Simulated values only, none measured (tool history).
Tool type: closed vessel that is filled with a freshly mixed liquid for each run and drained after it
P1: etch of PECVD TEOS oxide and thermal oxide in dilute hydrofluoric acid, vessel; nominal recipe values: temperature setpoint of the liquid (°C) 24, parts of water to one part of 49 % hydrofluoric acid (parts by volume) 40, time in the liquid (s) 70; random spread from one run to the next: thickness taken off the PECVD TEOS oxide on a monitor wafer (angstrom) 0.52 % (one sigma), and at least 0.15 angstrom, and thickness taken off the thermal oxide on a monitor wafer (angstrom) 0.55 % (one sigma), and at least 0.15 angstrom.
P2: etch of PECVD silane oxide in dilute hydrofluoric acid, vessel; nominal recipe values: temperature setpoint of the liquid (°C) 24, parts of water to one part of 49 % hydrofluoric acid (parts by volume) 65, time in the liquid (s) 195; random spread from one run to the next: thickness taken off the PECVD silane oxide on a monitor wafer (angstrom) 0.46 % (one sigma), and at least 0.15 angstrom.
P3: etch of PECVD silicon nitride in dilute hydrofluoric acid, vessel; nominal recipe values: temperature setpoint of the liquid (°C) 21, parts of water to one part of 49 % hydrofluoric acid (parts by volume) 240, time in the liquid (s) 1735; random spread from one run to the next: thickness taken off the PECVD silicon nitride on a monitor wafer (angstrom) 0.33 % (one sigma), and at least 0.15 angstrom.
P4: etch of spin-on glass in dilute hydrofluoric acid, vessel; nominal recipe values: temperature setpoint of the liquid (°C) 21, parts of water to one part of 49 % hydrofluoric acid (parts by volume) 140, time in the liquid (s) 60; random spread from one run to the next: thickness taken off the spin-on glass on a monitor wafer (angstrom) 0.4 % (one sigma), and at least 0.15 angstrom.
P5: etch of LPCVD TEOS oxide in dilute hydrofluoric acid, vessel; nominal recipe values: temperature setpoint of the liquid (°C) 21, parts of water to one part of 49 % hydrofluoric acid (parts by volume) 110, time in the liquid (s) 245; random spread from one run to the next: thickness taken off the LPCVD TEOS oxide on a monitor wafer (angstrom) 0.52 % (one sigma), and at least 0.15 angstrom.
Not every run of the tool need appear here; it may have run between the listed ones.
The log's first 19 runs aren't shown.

| run | hour | process that ran | temperature setpoint of the liquid (°C) | parts of water to one part of 49 % hydrofluoric acid (parts by volume) | time in the liquid (s) | hours since the thermometer was replaced | hours since the hydrofluoric acid flow meter was replaced | thickness taken off the PECVD TEOS oxide on a monitor wafer (angstrom) | thickness taken off the thermal oxide on a monitor wafer (angstrom) | thickness taken off the PECVD silicon nitride on a monitor wafer (angstrom) | thickness taken off the LPCVD TEOS oxide on a monitor wafer (angstrom) | thickness taken off the PECVD silane oxide on a monitor wafer (angstrom) | thickness taken off the spin-on glass on a monitor wafer (angstrom) |
|---|---|---|---|---|---|---|---|---|---|---|---|---|---|
| 20 | 142.1 | P1 | 24 | 40 | 30 | 1028.7 | 688.8 | 115.23 | 39.166 |  |  |  |  |
| 21 | 147.5 | P1 | 24 | 40 | 70 | 1034.1 | 694.2 | 272.12 | 89.704 |  |  |  |  |
| 22 | 152.4 | P1 | 24 | 40 | 70 | 1039 | 699.1 | 267.46 | 90.518 |  |  |  |  |
| 23 | 156.9 | P4 | 17 | 140 | 60 | 1043.5 | 703.6 |  |  |  |  |  | 159.94 |
| 24 | 165.3 | P1 | 24 | 40 | 125 | 1051.9 | 712 | 481.16 | 162.33 |  |  |  |  |
| 25 | 174.7 | P2 | 17 | 65 | 195 | 1061.3 | 721.4 |  |  |  |  | 354.37 |  |
| 26 | 183.4 | P5 | 21 | 110 | 245 | 1070 | 730.1 |  |  |  | 339.51 |  |  |
| 27 | 192.4 | P1 | 24 | 65 | 70 | 1079 | 739.1 | 159.25 | 54.254 |  |  |  |  |
| 28 | 202 | P5 | 17 | 110 | 245 | 1088.6 | 748.7 |  |  |  | 287.66 |  |  |
| 29 | 211.6 | P1 | 32 | 40 | 30 | 1098.2 | 758.3 | 157.64 | 53.453 |  |  |  |  |
| 30 | 221.2 | P1 | 24 | 20 | 70 | 1107.8 | 767.9 | 553.71 | 185.11 |  |  |  |  |
| 31 | 226.9 | P4 | 21 | 230 | 60 | 1113.5 | 773.6 |  |  |  |  |  | 104.34 |
| 32 | 235.1 | P2 | 24 | 65 | 195 | 1121.7 | 781.8 |  |  |  |  | 474.79 |  |
| 33 | 240.4 | P1 | 24 | 40 | 70 | 1127 | 787.1 | 268.15 | 89.19 |  |  |  |  |
| 34 | 245.3 | P1 | 24 | 40 | 70 | 1131.9 | 792 | 272.96 | 91.242 |  |  |  |  |
| 35 | 253.6 | P1 | 24 | 40 | 70 | 1140.2 | 800.3 | 276.59 | 94.53 |  |  |  |  |
| 36 | 260.5 | P1 | 24 | 40 | 70 | 1147.1 | 807.2 | 283.75 | 95.766 |  |  |  |  |
| 37 | 266.1 | P1 | 24 | 40 | 70 | 1152.7 | 812.8 | 287.09 | 95.673 |  |  |  |  |
| 38 | 271.2 | P1 | 24 | 40 | 70 | 1157.8 | 817.9 | 284.75 | 96.118 |  |  |  |  |

Run 39 is up next; what results do you expect?
| 39 | 278.9 | P1 | 24 | 40 | 70 | 1165.5 | 825.6 | ? | ? |  |  |  |  |

{"run 39": {"thickness taken off the PECVD TEOS oxide on a monitor wafer (angstrom)": 288.07, "thickness taken off the thermal oxide on a monitor wafer (angstrom)": 95.823}}
